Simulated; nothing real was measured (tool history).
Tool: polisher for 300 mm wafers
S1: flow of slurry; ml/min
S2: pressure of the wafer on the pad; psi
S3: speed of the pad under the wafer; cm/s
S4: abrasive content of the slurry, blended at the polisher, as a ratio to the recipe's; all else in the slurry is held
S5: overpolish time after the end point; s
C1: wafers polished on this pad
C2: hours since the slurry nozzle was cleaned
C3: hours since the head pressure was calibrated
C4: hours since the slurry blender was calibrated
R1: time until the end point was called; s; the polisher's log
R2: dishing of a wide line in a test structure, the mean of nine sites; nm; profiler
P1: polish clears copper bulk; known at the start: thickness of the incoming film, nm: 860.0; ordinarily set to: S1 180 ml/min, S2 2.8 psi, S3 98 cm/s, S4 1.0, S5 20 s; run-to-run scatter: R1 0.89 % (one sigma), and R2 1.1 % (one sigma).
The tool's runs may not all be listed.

run,hour,S1,S2,S3,S4,S5,C1,C2,C3,C4,R1,R2
1,2.6,180,2.8,98,1.0,20,380,415.1,625.2,198.9,86.408,82.616
2,8.3,180,2.8,98,1.0,37,434,420.8,630.9,204.6,87.623,101.130
3,12.5,110,2.8,98,1.0,20,473,425.0,635.1,208.8,95.621,79.668
4,16.1,180,1.9,98,1.0,20,507,428.6,638.7,212.4,126.960,64.415
5,19.6,180,2.8,98,1.0,9,540,432.1,642.2,215.9,87.166,51.716
6,22.6,180,3.9,98,0.6,20,568,435.1,645.2,218.9,68.779,96.855
7,25.4,180,2.8,98,1.0,20,594,437.9,648.0,221.7,86.906,82.789
8,29.5,180,2.8,98,1.5,20,633,442.0,652.1,225.8,79.871,87.973
9,33.1,180,2.8,98,1.0,20,667,445.6,655.7,229.4,88.327,83.047
10,36.6,180,2.8,98,0.6,20,700,449.1,659.2,232.9,95.540,79.380
11,40.8,180,2.8,154,1.0,20,739,453.3,663.4,237.1,54.800,97.304
12,45.2,180,2.8,70,1.0,20,781,457.7,667.8,241.5,121.650,69.127
13,50.0,255,2.8,98,1.0,20,826,462.5,672.6,246.3,83.211,85.755
14,55.3,180,2.8,98,1.0,20,876,467.8,677.9,251.6,86.424,82.086
15,59.2,180,2.8,98,1.0,20,913,471.7,681.8,255.5,86.518,86.003
16,62.8,180,2.8,98,1.0,20,946,475.3,685.4,259.1,86.510,84.644
17,68.1,180,3.8,98,1.0,20,996,480.6,690.7,264.4,63.611,98.743

Run 18 has not been measured yet. What should we expect?
18,74.2,180,2.8,98,1.0,20,1054,486.7,696.8,270.5,?,?

{"run 18": {"R1": 86.563, "R2": 84.642}}
